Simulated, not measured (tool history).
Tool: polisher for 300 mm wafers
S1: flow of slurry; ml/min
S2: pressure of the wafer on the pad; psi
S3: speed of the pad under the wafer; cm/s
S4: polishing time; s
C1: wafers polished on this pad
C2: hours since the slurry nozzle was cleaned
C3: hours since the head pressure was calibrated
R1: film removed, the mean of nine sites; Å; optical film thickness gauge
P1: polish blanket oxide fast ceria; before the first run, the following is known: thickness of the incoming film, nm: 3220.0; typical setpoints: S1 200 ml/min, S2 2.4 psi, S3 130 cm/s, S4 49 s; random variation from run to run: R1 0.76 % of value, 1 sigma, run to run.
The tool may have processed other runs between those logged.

run 1 hour=10.0 | S1=200 S2=2.4 S3=130 S4=49 | C1=1000 C2=327.2 C3=403.6 | R1=10107.0
run 2 hour=18.5 | S1=120 S2=2.4 S3=130 S4=49 | C1=1081 C2=335.7 C3=412.1 | R1=9203.0
run 3 hour=32.4 | S1=200 S2=3.2 S3=78 S4=49 | C1=1213 C2=349.6 C3=426.0 | R1=7984.6
run 4 hour=46.1 | S1=200 S2=1.3 S3=130 S4=49 | C1=1343 C2=363.3 C3=439.7 | R1=5396.8
run 5 hour=56.6 | S1=200 S2=2.4 S3=130 S4=49 | C1=1443 C2=373.8 C3=450.2 | R1=9836.3
run 6 hour=67.7 | S1=200 S2=2.4 S3=130 S4=27 | C1=1549 C2=384.9 C3=461.3 | R1=5509.0
run 7 hour=79.1 | S1=200 S2=2.4 S3=130 S4=64 | C1=1657 C2=396.3 C3=472.7 | R1=13075.0
run 8 hour=89.2 | S1=255 S2=2.4 S3=130 S4=49 | C1=1753 C2=406.4 C3=482.8 | R1=10317.0
run 9 hour=102.3 | S1=200 S2=2.4 S3=130 S4=49 | C1=1878 C2=419.5 C3=495.9 | R1=9927.4
run 10 hour=116.0 | S1=200 S2=2.4 S3=130 S4=49 | C1=2009 C2=433.2 C3=509.6 | R1=10016.0
run 11 hour=125.6 | S1=200 S2=2.4 S3=130 S4=49 | C1=2100 C2=442.8 C3=519.2 | R1=9897.9
-- hour=137.5 slurry nozzle cleaned
run 12 hour=140.4 | S1=250 S2=2.4 S3=130 S4=71 | C1=2241 C2=2.9 C3=534.0 | R1=14988.0
run 13 hour=151.7 | S1=200 S2=2.4 S3=130 S4=49 | C1=2348 C2=14.2 C3=545.3 | R1=10059.0
run 14 hour=165.8 | S1=200 S2=2.4 S3=200 S4=49 | C1=2483 C2=28.3 C3=559.4 | R1=15404.0
run 15 hour=173.5 | S1=200 S2=2.4 S3=58 S4=49 | C1=2556 C2=36.0 C3=567.1 | R1=4534.6
run 16 hour=185.6 | S1=200 S2=3.1 S3=130 S4=49 | C1=2671 C2=48.1 C3=579.2 | R1=12801.0
run 17 hour=198.2 | S1=200 S2=2.4 S3=130 S4=49 | C1=2791 C2=60.7 C3=591.8 | R1=9976.5
run 18 hour=210.7 | S1=200 S2=2.4 S3=130 S4=49 | C1=2910 C2=73.2 C3=604.3 | R1=9913.7
run 19 hour=225.3 | S1=200 S2=2.4 S3=130 S4=49 | C1=3049 C2=87.8 C3=618.9 | R1=9622.0
run 20 hour=239.5 | S1=200 S2=2.4 S3=130 S4=49 | C1=3184 C2=102.0 C3=633.1 | R1=9570.6
run 21 hour=249.5 | S1=200 S2=2.4 S3=130 S4=49 | C1=3279 C2=112.0 C3=643.1 | R1=9563.3
run 22 hour=266.1 | S1=200 S2=2.4 S3=130 S4=49 | C1=3437 C2=128.6 C3=659.7 | R1=9480.5
run 23 hour=274.0 | S1=200 S2=2.4 S3=130 S4=49 | C1=3512 C2=136.5 C3=667.6 | R1=9525.6
run 24 hour=290.2 | S1=200 S2=2.4 S3=130 S4=49 | C1=3666 C2=152.7 C3=683.8 | R1=9494.7
-- hour=290.9 worn pad replaced by a new one
run 25 hour=305.3 | S1=200 S2=2.4 S3=130 S4=49 | C1=137 C2=167.8 C3=698.9 | R1=9485.4
run 26 hour=319.4 | S1=200 S2=2.4 S3=130 S4=49 | C1=272 C2=181.9 C3=713.0 | R1=9400.6
run 27 hour=331.9 | S1=200 S2=2.4 S3=130 S4=49 | C1=390 C2=194.4 C3=725.5 | R1=9618.7

Compared with where it was, what P1 gives has crept away. Each cause listed below fits the log as well as the rest, at the size given for it:
A: head's pressure below its setpoint, % = 5.21
B: slurry flow missing at the pad, % = 28.9
The process output started creeping at around hour 198.2.
Ruled out, with reasons:
removal rate lost through wear of the pad, %: serviced at hour 290.9, which brought nothing back

You are offered 4 check runs, listed below with question marks in place of their results; each one averages 3 wafers. Which run separates the listed causes by giving clearly different results for each?
run check 1 hour=344.4 | S1=200 S2=1.9 S3=180 S4=49 | R1=?
run check 2 hour=344.4 | S1=200 S2=1.4 S3=130 S4=49 | R1=?
run check 3 hour=344.4 | S1=200 S2=2.4 S3=172 S4=61 | R1=?
run check 4 hour=344.4 | S1=120 S2=2.4 S3=130 S4=49 | R1=?

Outcome of each check run for each possible cause:
check=check_1 result=R1 if_A=10394.0 if_B=10393.0
check=check_2 result=R1 if_A=5531.3 if_B=5530.6
check=check_3 result=R1 if_A=15618.0 if_B=15616.0
check=check_4 result=R1 if_A=8689.5 if_B=8418.0
Separation of the two closest causes in each check, using whichever result separates them best: check 1 0.01 %; check 2 0.01 %; check 3 0.01 %; check 4 3.17 %
Check 4 distinguishes between the causes, while the remaining checks would return nearly the same result for all of them.

After running check 4, the following was obtained: R1 8654.4 Å. Which cause does this point to?

Of the candidate causes, it is A: head's pressure below its setpoint, %.

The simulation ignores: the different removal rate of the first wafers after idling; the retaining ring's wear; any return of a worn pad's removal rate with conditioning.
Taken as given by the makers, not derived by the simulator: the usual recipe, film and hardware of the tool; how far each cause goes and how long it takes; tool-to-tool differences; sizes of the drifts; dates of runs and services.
